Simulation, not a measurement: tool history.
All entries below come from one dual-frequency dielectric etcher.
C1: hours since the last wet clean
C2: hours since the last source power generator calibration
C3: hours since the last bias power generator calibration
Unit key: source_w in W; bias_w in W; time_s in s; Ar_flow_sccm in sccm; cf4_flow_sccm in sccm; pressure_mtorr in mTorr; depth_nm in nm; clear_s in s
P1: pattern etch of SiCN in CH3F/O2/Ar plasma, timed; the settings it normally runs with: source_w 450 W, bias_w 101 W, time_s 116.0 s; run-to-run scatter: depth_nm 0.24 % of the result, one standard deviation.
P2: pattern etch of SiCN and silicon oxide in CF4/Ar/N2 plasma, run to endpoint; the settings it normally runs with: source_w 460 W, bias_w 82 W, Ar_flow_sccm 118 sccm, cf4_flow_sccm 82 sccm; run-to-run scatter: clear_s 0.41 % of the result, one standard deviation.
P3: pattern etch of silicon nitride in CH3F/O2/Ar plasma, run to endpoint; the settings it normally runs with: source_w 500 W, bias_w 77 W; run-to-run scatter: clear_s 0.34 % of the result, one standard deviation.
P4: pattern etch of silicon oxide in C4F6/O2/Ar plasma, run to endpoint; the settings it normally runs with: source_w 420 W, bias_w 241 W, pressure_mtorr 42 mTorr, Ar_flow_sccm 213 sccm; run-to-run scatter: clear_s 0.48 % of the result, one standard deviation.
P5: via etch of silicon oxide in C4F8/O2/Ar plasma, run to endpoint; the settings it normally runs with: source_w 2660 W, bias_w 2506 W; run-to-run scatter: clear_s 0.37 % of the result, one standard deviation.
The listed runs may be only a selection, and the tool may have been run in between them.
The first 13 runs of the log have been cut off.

{"run": 14, "hour": 64.7, "process": "P1", "source_w": 290, "bias_w": 101, "time_s": 116.0, "C1": 424.4, "C2": 2638.9, "C3": 1624.5, "depth_nm": 43.748}
{"run": 15, "hour": 71.0, "process": "P4", "source_w": 290, "bias_w": 241, "Ar_flow_sccm": 213, "pressure_mtorr": 42, "C1": 430.7, "C2": 2645.2, "C3": 1630.8, "clear_s": 12.676}
{"run": 16, "hour": 75.6, "process": "P2", "source_w": 460, "bias_w": 82, "Ar_flow_sccm": 118, "cf4_flow_sccm": 82, "C1": 435.3, "C2": 2649.8, "C3": 1635.4, "clear_s": 15.654}
{"run": 17, "hour": 80.2, "process": "P3", "source_w": 500, "bias_w": 77, "C1": 439.9, "C2": 2654.4, "C3": 1640.0, "clear_s": 45.263}
{"run": 18, "hour": 84.2, "process": "P1", "source_w": 600, "bias_w": 101, "time_s": 116.0, "C1": 443.9, "C2": 2658.4, "C3": 1644.0, "depth_nm": 57.206}
{"run": 19, "hour": 90.1, "process": "P1", "source_w": 450, "bias_w": 101, "time_s": 116.0, "C1": 449.8, "C2": 2664.3, "C3": 1649.9, "depth_nm": 51.357}
{"run": 20, "hour": 95.8, "process": "P1", "source_w": 450, "bias_w": 101, "time_s": 80.5, "C1": 455.5, "C2": 2670.0, "C3": 1655.6, "depth_nm": 35.775}
{"run": 21, "hour": 101.2, "process": "P1", "source_w": 450, "bias_w": 101, "time_s": 172.0, "C1": 460.9, "C2": 2675.4, "C3": 1661.0, "depth_nm": 76.106}
{"run": 22, "hour": 105.0, "process": "P3", "source_w": 500, "bias_w": 77, "C1": 464.7, "C2": 2679.2, "C3": 1664.8, "clear_s": 45.134}
{"run": 23, "hour": 108.1, "process": "P4", "source_w": 420, "bias_w": 165, "Ar_flow_sccm": 213, "pressure_mtorr": 42, "C1": 467.8, "C2": 2682.3, "C3": 1667.9, "clear_s": 12.421}
{"run": 24, "hour": 112.4, "process": "P2", "source_w": 460, "bias_w": 111, "Ar_flow_sccm": 118, "cf4_flow_sccm": 82, "C1": 472.1, "C2": 2686.6, "C3": 1672.2, "clear_s": 14.067}
{"run": 25, "hour": 118.2, "process": "P1", "source_w": 450, "bias_w": 101, "time_s": 116.0, "C1": 477.9, "C2": 2692.4, "C3": 1678.0, "depth_nm": 51.186}
{"run": 26, "hour": 122.6, "process": "P2", "source_w": 320, "bias_w": 82, "Ar_flow_sccm": 118, "cf4_flow_sccm": 82, "C1": 482.3, "C2": 2696.8, "C3": 1682.4, "clear_s": 21.533}
{"run": 27, "hour": 127.8, "process": "P5", "source_w": 2660, "bias_w": 3404, "C1": 487.5, "C2": 2702.0, "C3": 1687.6, "clear_s": 176.2}
{"run": 28, "hour": 132.7, "process": "P5", "source_w": 2660, "bias_w": 2506, "C1": 492.4, "C2": 2706.9, "C3": 1692.5, "clear_s": 193.41}
{"run": 29, "hour": 136.2, "process": "P5", "source_w": 2660, "bias_w": 2506, "C1": 495.9, "C2": 2710.4, "C3": 1696.0, "clear_s": 194.45}
{"run": 30, "hour": 140.5, "process": "P1", "source_w": 560, "bias_w": 101, "time_s": 65.5, "C1": 500.2, "C2": 2714.7, "C3": 1700.3, "depth_nm": 31.413}
{"run": 31, "hour": 144.9, "process": "P4", "source_w": 420, "bias_w": 241, "Ar_flow_sccm": 213, "pressure_mtorr": 42, "C1": 504.6, "C2": 2719.1, "C3": 1704.7, "clear_s": 11.038}
{"run": 32, "hour": 150.9, "process": "P1", "source_w": 450, "bias_w": 101, "time_s": 116.0, "C1": 510.6, "C2": 2725.1, "C3": 1710.7, "depth_nm": 51.351}
{"run": 33, "hour": 157.6, "process": "P1", "source_w": 450, "bias_w": 101, "time_s": 116.0, "C1": 517.3, "C2": 2731.8, "C3": 1717.4, "depth_nm": 50.983}
{"run": 34, "hour": 160.9, "process": "P1", "source_w": 450, "bias_w": 101, "time_s": 116.0, "C1": 520.6, "C2": 2735.1, "C3": 1720.7, "depth_nm": 50.695}

Estimate the outcome of run 35 from the log above:
{"run": 35, "hour": 167.2, "process": "P1", "source_w": 450, "bias_w": 101, "time_s": 116.0, "C1": 526.9, "C2": 2741.4, "C3": 1727.0, "depth_nm": "?"}

depth_nm: 50.313 nm

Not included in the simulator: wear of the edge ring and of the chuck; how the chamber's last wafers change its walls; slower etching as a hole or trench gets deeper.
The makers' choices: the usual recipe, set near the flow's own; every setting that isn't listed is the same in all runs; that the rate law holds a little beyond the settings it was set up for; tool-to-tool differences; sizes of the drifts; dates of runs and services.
